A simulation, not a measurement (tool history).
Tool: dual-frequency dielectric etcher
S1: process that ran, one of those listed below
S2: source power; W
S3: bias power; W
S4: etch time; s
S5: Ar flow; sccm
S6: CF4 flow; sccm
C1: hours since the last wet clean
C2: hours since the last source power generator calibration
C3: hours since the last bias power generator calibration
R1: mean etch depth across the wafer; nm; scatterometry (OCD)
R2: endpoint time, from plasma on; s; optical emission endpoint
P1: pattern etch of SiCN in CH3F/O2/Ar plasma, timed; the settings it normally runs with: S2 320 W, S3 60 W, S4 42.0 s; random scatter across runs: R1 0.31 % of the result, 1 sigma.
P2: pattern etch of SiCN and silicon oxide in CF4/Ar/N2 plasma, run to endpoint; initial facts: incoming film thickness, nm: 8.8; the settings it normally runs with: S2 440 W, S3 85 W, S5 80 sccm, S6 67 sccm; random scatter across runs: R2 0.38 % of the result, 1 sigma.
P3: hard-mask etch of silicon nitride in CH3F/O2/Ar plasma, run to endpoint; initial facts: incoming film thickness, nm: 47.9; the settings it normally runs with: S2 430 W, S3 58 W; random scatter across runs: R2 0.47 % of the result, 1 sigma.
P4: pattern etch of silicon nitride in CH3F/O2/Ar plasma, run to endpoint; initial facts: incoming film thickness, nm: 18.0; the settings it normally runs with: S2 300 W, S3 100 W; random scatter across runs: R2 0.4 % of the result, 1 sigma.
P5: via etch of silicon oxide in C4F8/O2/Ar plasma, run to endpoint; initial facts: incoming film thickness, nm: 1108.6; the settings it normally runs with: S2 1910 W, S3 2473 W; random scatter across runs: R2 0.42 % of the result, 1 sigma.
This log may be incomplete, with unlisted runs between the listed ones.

Run 1, hour 4.0: S1 P1, S2 320 W, S3 60 W, S4 42.0 s; C1 109.5; C2 1711.9; C3 1264.6. Result: R1 13.583 nm.
Run 2, hour 8.0: S1 P3, S2 430 W, S3 37 W; C1 113.5; C2 1715.9; C3 1268.6. Result: R2 81.6700 s.
Run 3, hour 15.8: S1 P1, S2 320 W, S3 60 W, S4 42.0 s; C1 121.3; C2 1723.7; C3 1276.4. Result: R1 13.574 nm.
Run 4, hour 21.5: S1 P5, S2 1910 W, S3 3244 W; C1 127.0; C2 1729.4; C3 1282.1. Result: R2 194.1100 s.
Run 5, hour 26.0: S1 P1, S2 390 W, S3 60 W, S4 42.0 s; C1 131.5; C2 1733.9; C3 1286.6. Result: R1 14.549 nm.
Run 6, hour 30.4: S1 P1, S2 320 W, S3 72 W, S4 42.0 s; C1 135.9; C2 1738.3; C3 1291.0. Result: R1 14.387 nm.
Run 7, hour 35.1: S1 P1, S2 320 W, S3 60 W, S4 42.0 s; C1 140.6; C2 1743.0; C3 1295.7. Result: R1 13.522 nm.
Run 8, hour 41.4: S1 P1, S2 320 W, S3 60 W, S4 28.5 s; C1 146.9; C2 1749.3; C3 1302.0. Result: R1 9.208 nm.
Run 9, hour 44.9: S1 P2, S2 590 W, S3 85 W, S5 80 sccm, S6 67 sccm; C1 150.4; C2 1752.8; C3 1305.5. Result: R2 7.1825 s.
Run 10, hour 48.6: S1 P2, S2 440 W, S3 85 W, S5 80 sccm, S6 67 sccm; C1 154.1; C2 1756.5; C3 1309.2. Result: R2 9.2485 s.
Run 11, hour 55.5: S1 P4, S2 300 W, S3 135 W; C1 161.0; C2 1763.4; C3 1316.1. Result: R2 22.8020 s.
Run 12, hour 59.3: S1 P1, S2 320 W, S3 60 W, S4 42.0 s; C1 164.8; C2 1767.2; C3 1319.9. Result: R1 13.489 nm.
Run 13, hour 63.9: S1 P4, S2 300 W, S3 100 W; C1 169.4; C2 1771.8; C3 1324.5. Result: R2 25.6740 s.
Run 14, hour 68.6: S1 P2, S2 440 W, S3 85 W, S5 80 sccm, S6 81 sccm; C1 174.1; C2 1776.5; C3 1329.2. Result: R2 9.0974 s.
Run 15, hour 72.4: S1 P1, S2 320 W, S3 60 W, S4 51.5 s; C1 177.9; C2 1780.3; C3 1333.0. Result: R1 16.610 nm.
Run 16, hour 80.4: S1 P5, S2 1300 W, S3 2473 W; C1 185.9; C2 1788.3; C3 1341.0. Result: R2 244.6700 s.
Run 17, hour 86.5: S1 P1, S2 320 W, S3 60 W, S4 42.0 s; C1 192.0; C2 1794.4; C3 1347.1. Result: R1 13.503 nm.
Run 18, hour 90.6: S1 P1, S2 380 W, S3 75 W, S4 42.0 s; C1 196.1; C2 1798.5; C3 1351.2. Result: R1 15.663 nm.
Run 19, hour 95.6: S1 P1, S2 320 W, S3 44 W, S4 42.0 s; C1 201.1; C2 1803.5; C3 1356.2. Result: R1 12.231 nm.
Run 20, hour 101.6: S1 P5, S2 1910 W, S3 2473 W; C1 207.1; C2 1809.5; C3 1362.2. Result: R2 212.0200 s.
Run 21, hour 107.6: S1 P4, S2 210 W, S3 100 W; C1 213.1; C2 1815.5; C3 1368.2. Result: R2 29.1270 s.
Run 22, hour 112.0: S1 P2, S2 440 W, S3 66 W, S5 80 sccm, S6 67 sccm; C1 217.5; C2 1819.9; C3 1372.6. Result: R2 10.1120 s.
Run 23, hour 117.6: S1 P1, S2 400 W, S3 60 W, S4 33.0 s; C1 223.1; C2 1825.5; C3 1378.2. Result: R1 11.556 nm.
Run 24, hour 123.7: S1 P1, S2 250 W, S3 60 W, S4 42.0 s; C1 229.2; C2 1831.6; C3 1384.3. Result: R1 12.311 nm.
Run 25, hour 127.2: S1 P2, S2 440 W, S3 85 W, S5 111 sccm, S6 67 sccm; C1 232.7; C2 1835.1; C3 1387.8. Result: R2 9.7480 s.
Run 26, hour 134.0: S1 P4, S2 300 W, S3 100 W; C1 239.5; C2 1841.9; C3 1394.6. Result: R2 25.4640 s.
Run 27, hour 139.7: S1 P5, S2 1910 W, S3 2473 W; C1 245.2; C2 1847.6; C3 1400.3. Result: R2 212.2300 s.
Run 28, hour 144.1: S1 P3, S2 300 W, S3 58 W; C1 249.6; C2 1852.0; C3 1404.7. Result: R2 81.3920 s.
Run 29, hour 150.7: S1 P3, S2 430 W, S3 58 W; C1 256.2; C2 1858.6; C3 1411.3. Result: R2 70.8260 s.
Run 30, hour 158.6: S1 P3, S2 430 W, S3 58 W; C1 264.1; C2 1866.5; C3 1419.2. Result: R2 71.0700 s.
Run 31, hour 164.1: S1 P2, S2 440 W, S3 85 W, S5 80 sccm, S6 67 sccm; C1 269.6; C2 1872.0; C3 1424.7. Result: R2 9.3151 s.
Run 32, hour 171.9: S1 P1, S2 320 W, S3 60 W, S4 42.0 s; C1 277.4; C2 1879.8; C3 1432.5. Result: R1 13.512 nm.
Run 33, hour 175.4: S1 P1, S2 320 W, S3 60 W, S4 42.0 s; C1 280.9; C2 1883.3; C3 1436.0. Result: R1 13.602 nm.
Run 34, hour 182.4: S1 P1, S2 320 W, S3 60 W, S4 42.0 s; C1 287.9; C2 1890.3; C3 1443.0. Result: R1 13.651 nm.
Run 35, hour 188.9: S1 P1, S2 320 W, S3 60 W, S4 42.0 s; C1 294.4; C2 1896.8; C3 1449.5. Result: R1 13.778 nm.
At hour 191.7: wet clean of the chamber.
Run 36, hour 193.3: S1 P1, S2 320 W, S3 60 W, S4 42.0 s; C1 1.7; C2 1901.2; C3 1453.9. Result: R1 13.718 nm.
Run 37, hour 198.9: S1 P1, S2 320 W, S3 60 W, S4 42.0 s; C1 7.3; C2 1906.8; C3 1459.5. Result: R1 13.742 nm.
Run 38, hour 206.4: S1 P1, S2 320 W, S3 60 W, S4 42.0 s; C1 14.8; C2 1914.3; C3 1467.0. Result: R1 13.811 nm.
Run 39, hour 211.3: S1 P1, S2 320 W, S3 60 W, S4 42.0 s; C1 19.7; C2 1919.2; C3 1471.9. Result: R1 13.813 nm.

Compared with where it was, what P1 gives has crept away. Each cause listed below fits the log as well as the rest, at the size given for it:
A: bias power that arrives over what is set, % = 4.56
B: source power that arrives over what is set, % = 4.17
The gradual shift began around hour 171.9.
Other possible causes, and why each is ruled out:
chamber walls in a state that raises the etch rate, %: maintenance at hour 191.7, after the shift began, did not return the process to its former output

You are offered 4 check runs, listed below with question marks in place of their results; each one averages 2 wafers. Which run separates the listed causes by giving clearly different results for each?
Run check 1, hour 216.2: S1 P5, S2 1910 W, S3 2473 W. Result: R2 ?.
Run check 2, hour 216.2: S1 P3, S2 430 W, S3 58 W. Result: R2 ?.
Run check 3, hour 216.2: S1 P2, S2 440 W, S3 85 W, S5 80 sccm, S6 67 sccm. Result: R2 ?.
Run check 4, hour 216.2: S1 P4, S2 300 W, S3 100 W. Result: R2 ?.

Predicted outcomes, by check and by cause:
  check  result      if A      if B
check 1      R2  208.7600  208.2100
check 2      R2   69.7260   69.6370
check 3      R2    9.1414    8.9538
check 4      R2   25.1620   25.2020
Gap, in per cent, between the two causes that each check separates least, read from the result that separates them most: check 1 0.27 %; check 2 0.13 %; check 3 2.07 %; check 4 0.16 %
Check 3 is the one run that separates the causes; every other check would come out nearly the same whichever cause is at work.

Check 3 was carried out, with these results: R2 8.9677 s. Which of the listed causes is responsible?

It is B: source power that arrives over what is set, %.

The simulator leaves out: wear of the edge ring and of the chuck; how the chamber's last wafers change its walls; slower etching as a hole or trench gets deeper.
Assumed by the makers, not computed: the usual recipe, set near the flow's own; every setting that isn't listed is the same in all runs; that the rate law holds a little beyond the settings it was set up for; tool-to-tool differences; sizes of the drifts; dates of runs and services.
